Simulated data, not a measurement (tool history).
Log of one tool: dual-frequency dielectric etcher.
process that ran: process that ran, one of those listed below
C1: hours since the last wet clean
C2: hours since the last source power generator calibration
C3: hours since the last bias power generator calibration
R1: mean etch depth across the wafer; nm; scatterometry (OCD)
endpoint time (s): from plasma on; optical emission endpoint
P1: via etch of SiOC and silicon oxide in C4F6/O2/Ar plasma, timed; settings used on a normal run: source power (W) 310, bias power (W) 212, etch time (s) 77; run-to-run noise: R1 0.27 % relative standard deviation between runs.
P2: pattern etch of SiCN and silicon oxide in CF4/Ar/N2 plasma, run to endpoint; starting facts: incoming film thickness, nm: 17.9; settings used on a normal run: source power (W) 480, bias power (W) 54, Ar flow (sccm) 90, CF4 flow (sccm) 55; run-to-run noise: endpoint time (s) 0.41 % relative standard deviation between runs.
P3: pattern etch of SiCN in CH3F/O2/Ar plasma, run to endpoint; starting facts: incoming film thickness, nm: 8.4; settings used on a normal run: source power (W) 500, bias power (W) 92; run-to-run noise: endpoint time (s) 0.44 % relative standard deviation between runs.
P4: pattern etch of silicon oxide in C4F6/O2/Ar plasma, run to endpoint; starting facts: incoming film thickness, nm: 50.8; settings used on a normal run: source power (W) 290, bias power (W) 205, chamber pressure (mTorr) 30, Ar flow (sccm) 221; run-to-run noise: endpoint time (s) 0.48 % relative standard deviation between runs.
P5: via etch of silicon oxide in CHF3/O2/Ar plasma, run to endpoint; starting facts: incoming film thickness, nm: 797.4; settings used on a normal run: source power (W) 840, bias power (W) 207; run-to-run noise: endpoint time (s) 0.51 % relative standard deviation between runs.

Run 1, hour 7: process that ran P1, source power (W) 310, bias power (W) 212, etch time (s) 77; C1 328.6; C2 1760.3; C3 698.1. Result: R1 83.904 nm.
Run 2, hour 13.2: process that ran P2, source power (W) 480, bias power (W) 54, Ar flow (sccm) 115, CF4 flow (sccm) 55; C1 334.8; C2 1766.5; C3 704.3. Result: endpoint time (s) 22.674.
Run 3, hour 19.8: process that ran P1, source power (W) 310, bias power (W) 160, etch time (s) 77; C1 341.4; C2 1773.1; C3 710.9. Result: R1 76.533 nm.
Run 4, hour 24.8: process that ran P5, source power (W) 840, bias power (W) 207; C1 346.4; C2 1778.1; C3 715.9. Result: endpoint time (s) 336.39.
Run 5, hour 31.6: process that ran P3, source power (W) 690, bias power (W) 92; C1 353.2; C2 1784.9; C3 722.7. Result: endpoint time (s) 16.954.
Run 6, hour 36.8: process that ran P5, source power (W) 840, bias power (W) 207; C1 358.4; C2 1790.1; C3 727.9. Result: endpoint time (s) 334.95.
Run 7, hour 40.7: process that ran P2, source power (W) 480, bias power (W) 74, Ar flow (sccm) 90, CF4 flow (sccm) 55; C1 362.3; C2 1794; C3 731.8. Result: endpoint time (s) 19.371.
Run 8, hour 44.2: process that ran P1, source power (W) 310, bias power (W) 212, etch time (s) 77; C1 365.8; C2 1797.5; C3 735.3. Result: R1 83.81 nm.
Run 9, hour 50: process that ran P2, source power (W) 480, bias power (W) 54, Ar flow (sccm) 90, CF4 flow (sccm) 55; C1 371.6; C2 1803.3; C3 741.1. Result: endpoint time (s) 21.46.
Run 10, hour 55.5: process that ran P4, source power (W) 190, bias power (W) 205, Ar flow (sccm) 221, chamber pressure (mTorr) 30; C1 377.1; C2 1808.8; C3 746.6. Result: endpoint time (s) 19.732.
Run 11, hour 61.8: process that ran P1, source power (W) 310, bias power (W) 212, etch time (s) 77; C1 383.4; C2 1815.1; C3 752.9. Result: R1 83.757 nm.
Run 12, hour 67: process that ran P2, source power (W) 480, bias power (W) 54, Ar flow (sccm) 90, CF4 flow (sccm) 39; C1 388.6; C2 1820.3; C3 758.1. Result: endpoint time (s) 22.946.
Run 13, hour 73.6: process that ran P3, source power (W) 500, bias power (W) 92; C1 395.2; C2 1826.9; C3 764.7. Result: endpoint time (s) 19.073.
Run 14, hour 79.3: process that ran P1, source power (W) 310, bias power (W) 212, etch time (s) 77; C1 400.9; C2 1832.6; C3 770.4. Result: R1 83.69 nm.
Run 15, hour 86.4: process that ran P1, source power (W) 310, bias power (W) 212, etch time (s) 47; C1 408; C2 1839.7; C3 777.5. Result: R1 51.341 nm.
Run 16, hour 91.2: process that ran P3, source power (W) 500, bias power (W) 92; C1 412.8; C2 1844.5; C3 782.3. Result: endpoint time (s) 19.131.
Run 17, hour 95.1: process that ran P4, source power (W) 290, bias power (W) 205, Ar flow (sccm) 221, chamber pressure (mTorr) 30; C1 416.7; C2 1848.4; C3 786.2. Result: endpoint time (s) 16.848.
Run 18, hour 100.9: process that ran P2, source power (W) 360, bias power (W) 54, Ar flow (sccm) 90, CF4 flow (sccm) 55; C1 422.5; C2 1854.2; C3 792. Result: endpoint time (s) 27.729.
Run 19, hour 106.5: process that ran P1, source power (W) 250, bias power (W) 212, etch time (s) 77; C1 428.1; C2 1859.8; C3 797.6. Result: R1 77.186 nm.
Run 20, hour 112.6: process that ran P4, source power (W) 290, bias power (W) 205, Ar flow (sccm) 221, chamber pressure (mTorr) 36; C1 434.2; C2 1865.9; C3 803.7. Result: endpoint time (s) 17.247.
Run 21, hour 118.6: process that ran P1, source power (W) 420, bias power (W) 133, etch time (s) 77; C1 440.2; C2 1871.9; C3 809.7. Result: R1 81.436 nm.
Run 22, hour 123.4: process that ran P4, source power (W) 290, bias power (W) 205, Ar flow (sccm) 221, chamber pressure (mTorr) 30; C1 445; C2 1876.7; C3 814.5. Result: endpoint time (s) 16.961.
Run 23, hour 126.8: process that ran P1, source power (W) 430, bias power (W) 212, etch time (s) 77; C1 448.4; C2 1880.1; C3 817.9. Result: R1 94.927 nm.
Run 24, hour 131.1: process that ran P4, source power (W) 290, bias power (W) 259, Ar flow (sccm) 221, chamber pressure (mTorr) 30; C1 452.7; C2 1884.4; C3 822.2. Result: endpoint time (s) 15.508.
Run 25, hour 135.3: process that ran P4, source power (W) 290, bias power (W) 205, Ar flow (sccm) 138, chamber pressure (mTorr) 30; C1 456.9; C2 1888.6; C3 826.4. Result: endpoint time (s) 15.957.
Run 26, hour 139.2: process that ran P3, source power (W) 500, bias power (W) 54; C1 460.8; C2 1892.5; C3 830.3. Result: endpoint time (s) 23.116.
Run 27, hour 145.2: process that ran P1, source power (W) 310, bias power (W) 212, etch time (s) 113.5; C1 466.8; C2 1898.5; C3 836.3. Result: R1 124.13 nm.
Run 28, hour 151.3: process that ran P5, source power (W) 840, bias power (W) 138; C1 472.9; C2 1904.6; C3 842.4. Result: endpoint time (s) 382.
Run 29, hour 155.1: process that ran P5, source power (W) 540, bias power (W) 207; C1 476.7; C2 1908.4; C3 846.2. Result: endpoint time (s) 397.44.
Run 30, hour 160.7: process that ran P1, source power (W) 310, bias power (W) 212, etch time (s) 77; C1 482.3; C2 1914; C3 851.8. Result: R1 83.989 nm.
Run 31, hour 165.1: process that ran P1, source power (W) 310, bias power (W) 253, etch time (s) 77; C1 486.7; C2 1918.4; C3 856.2. Result: R1 89.16 nm.
Run 32, hour 171.5: process that ran P1, source power (W) 310, bias power (W) 212, etch time (s) 77; C1 493.1; C2 1924.8; C3 862.6. Result: R1 83.56 nm.
Run 33, hour 176.8: process that ran P1, source power (W) 310, bias power (W) 212, etch time (s) 77; C1 498.4; C2 1930.1; C3 867.9. Result: R1 83.263 nm.
Run 34, hour 181.7: process that ran P1, source power (W) 310, bias power (W) 212, etch time (s) 77; C1 503.3; C2 1935; C3 872.8. Result: R1 83.289 nm.
Run 35, hour 185.9: process that ran P1, source power (W) 310, bias power (W) 212, etch time (s) 77; C1 507.5; C2 1939.2; C3 877. Result: R1 82.712 nm.
Run 36, hour 191: process that ran P1, source power (W) 310, bias power (W) 212, etch time (s) 77; C1 512.6; C2 1944.3; C3 882.1. Result: R1 82.329 nm.
Run 37, hour 197.7: process that ran P1, source power (W) 310, bias power (W) 212, etch time (s) 77; C1 519.3; C2 1951; C3 888.8. Result: R1 82.624 nm.
At hour 202.6: wet clean of the chamber.
Run 38, hour 205: process that ran P1, source power (W) 310, bias power (W) 212, etch time (s) 77; C1 2.5; C2 1958.3; C3 896.1. Result: R1 82.61 nm.
Run 39, hour 210.9: process that ran P1, source power (W) 310, bias power (W) 212, etch time (s) 77; C1 8.4; C2 1964.2; C3 902. Result: R1 82.497 nm.
Run 40, hour 216.7: process that ran P1, source power (W) 310, bias power (W) 212, etch time (s) 77; C1 14.2; C2 1970; C3 907.8. Result: R1 82.564 nm.
Run 41, hour 224.1: process that ran P1, source power (W) 310, bias power (W) 212, etch time (s) 77; C1 21.6; C2 1977.4; C3 915.2. Result: R1 82.317 nm.
Run 42, hour 229.3: process that ran P1, source power (W) 310, bias power (W) 212, etch time (s) 77; C1 26.8; C2 1982.6; C3 920.4. Result: R1 82.565 nm.
Run 43, hour 233.1: process that ran P1, source power (W) 310, bias power (W) 212, etch time (s) 77; C1 30.6; C2 1986.4; C3 924.2. Result: R1 82.245 nm.

P1 has crept away from where it was. The log is fitted equally well by each of these 2 causes, at the sizes shown:
A: source power that arrives under what is set, % = 4.24
B: bias power that arrives under what is set, % = 4.79
The drift started at roughly hour 171.5.
Excluded causes, each with its reason:
chamber walls in a state that lowers the etch rate, %: work on it at hour 202.6, done after the drift set in, did not restore what the process gave before

Below are 4 check runs, each averaged over 2 wafers, with their results shown as question marks. Which of them would give clearly different results depending on which cause is behind the drift?
Run check 1, hour 236.9: process that ran P5, source power (W) 640, bias power (W) 148. Result: endpoint time (s) ?.
Run check 2, hour 236.9: process that ran P3, source power (W) 670, bias power (W) 65. Result: endpoint time (s) ?.
Run check 3, hour 236.9: process that ran P4, source power (W) 200, bias power (W) 205, Ar flow (sccm) 142, chamber pressure (mTorr) 30. Result: endpoint time (s) ?.
Run check 4, hour 236.9: process that ran P2, source power (W) 480, bias power (W) 54, Ar flow (sccm) 90, CF4 flow (sccm) 44. Result: endpoint time (s) ?.

Predicted outcomes, by check and by cause:
  check             result    if A    if B
check 1  endpoint time (s)  421.97   421.5
check 2  endpoint time (s)  19.736  19.726
check 3  endpoint time (s)  18.791  18.794
check 4  endpoint time (s)  23.329  22.822
Per-check spread between the two closest causes, in the result where they differ most: check 1 0.11 %; check 2 0.05 %; check 3 0.01 %; check 4 2.2 %
Only check 4 tells the causes apart: in the others they would give nearly the same result.

Check 4 was carried out, with these results: endpoint time (s) 22.885. Which of the listed causes is responsible?

B is the cause: bias power that arrives under what is set, %.
